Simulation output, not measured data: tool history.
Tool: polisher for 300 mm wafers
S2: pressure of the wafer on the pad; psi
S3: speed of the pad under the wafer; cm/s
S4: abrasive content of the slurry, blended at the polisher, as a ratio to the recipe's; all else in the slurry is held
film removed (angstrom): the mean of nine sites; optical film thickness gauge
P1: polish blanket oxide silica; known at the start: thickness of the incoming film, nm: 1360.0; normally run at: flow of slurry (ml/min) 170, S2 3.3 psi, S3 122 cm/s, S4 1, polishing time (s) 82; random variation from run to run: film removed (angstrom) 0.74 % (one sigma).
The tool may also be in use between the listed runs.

Run 1, hour 11.5: flow of slurry (ml/min) 170, S2 3.3 psi, S3 122 cm/s, S4 1, polishing time (s) 82. Result: film removed (angstrom) 2737.2.
Run 2, hour 23.5: flow of slurry (ml/min) 100, S2 3.3 psi, S3 74 cm/s, S4 1, polishing time (s) 82. Result: film removed (angstrom) 1616.
Run 3, hour 33.1: flow of slurry (ml/min) 260, S2 3.3 psi, S3 122 cm/s, S4 1, polishing time (s) 82. Result: film removed (angstrom) 2881.7.
Run 4, hour 43.1: flow of slurry (ml/min) 170, S2 3.3 psi, S3 122 cm/s, S4 1, polishing time (s) 82. Result: film removed (angstrom) 2736.3.
Run 5, hour 48.8: flow of slurry (ml/min) 170, S2 3.3 psi, S3 122 cm/s, S4 1, polishing time (s) 119. Result: film removed (angstrom) 3890.9.
Run 6, hour 60.3: flow of slurry (ml/min) 170, S2 1.5 psi, S3 122 cm/s, S4 1, polishing time (s) 82. Result: film removed (angstrom) 1222.
Run 7, hour 72: flow of slurry (ml/min) 170, S2 3.3 psi, S3 122 cm/s, S4 1, polishing time (s) 82. Result: film removed (angstrom) 2720.2.
Run 8, hour 79: flow of slurry (ml/min) 170, S2 3.3 psi, S3 58 cm/s, S4 1, polishing time (s) 41. Result: film removed (angstrom) 756.1.
Run 9, hour 86.6: flow of slurry (ml/min) 170, S2 3.3 psi, S3 122 cm/s, S4 1.5, polishing time (s) 82. Result: film removed (angstrom) 3201.3.
Run 10, hour 97.3: flow of slurry (ml/min) 170, S2 3.3 psi, S3 122 cm/s, S4 1, polishing time (s) 82. Result: film removed (angstrom) 2701.
Run 11, hour 105.1: flow of slurry (ml/min) 170, S2 3.3 psi, S3 122 cm/s, S4 1, polishing time (s) 82. Result: film removed (angstrom) 2724.3.
Run 12, hour 111.1: flow of slurry (ml/min) 170, S2 3.3 psi, S3 122 cm/s, S4 1, polishing time (s) 54. Result: film removed (angstrom) 1780.
Run 13, hour 119.6: flow of slurry (ml/min) 170, S2 3.3 psi, S3 54 cm/s, S4 1, polishing time (s) 82. Result: film removed (angstrom) 1432.3.
Run 14, hour 125.4: flow of slurry (ml/min) 115, S2 3.3 psi, S3 122 cm/s, S4 1, polishing time (s) 82. Result: film removed (angstrom) 2570.
At hour 127.3: slurry nozzle cleaned.
Run 15, hour 137: flow of slurry (ml/min) 170, S2 4.9 psi, S3 122 cm/s, S4 1, polishing time (s) 82. Result: film removed (angstrom) 4063.8.
Run 16, hour 146.9: flow of slurry (ml/min) 170, S2 3.3 psi, S3 164 cm/s, S4 1, polishing time (s) 82. Result: film removed (angstrom) 3502.1.
Run 17, hour 153.3: flow of slurry (ml/min) 170, S2 4.3 psi, S3 122 cm/s, S4 1, polishing time (s) 123. Result: film removed (angstrom) 5360.6.
Run 18, hour 162.7: flow of slurry (ml/min) 170, S2 3.3 psi, S3 122 cm/s, S4 0.5, polishing time (s) 82. Result: film removed (angstrom) 1877.8.
Run 19, hour 170.6: flow of slurry (ml/min) 170, S2 3.3 psi, S3 122 cm/s, S4 1, polishing time (s) 82. Result: film removed (angstrom) 2720.2.
Run 20, hour 178: flow of slurry (ml/min) 170, S2 3.3 psi, S3 122 cm/s, S4 1, polishing time (s) 82. Result: film removed (angstrom) 2685.1.
Run 21, hour 183.3: flow of slurry (ml/min) 170, S2 3.3 psi, S3 122 cm/s, S4 1, polishing time (s) 82. Result: film removed (angstrom) 2652.4.
Run 22, hour 189.3: flow of slurry (ml/min) 170, S2 3.3 psi, S3 122 cm/s, S4 1, polishing time (s) 82. Result: film removed (angstrom) 2571.5.

Forecast run 23:
Run 23, hour 197.3: flow of slurry (ml/min) 170, S2 3.3 psi, S3 122 cm/s, S4 1, polishing time (s) 82. Result: film removed (angstrom) ?.

film removed (angstrom): 2565.6
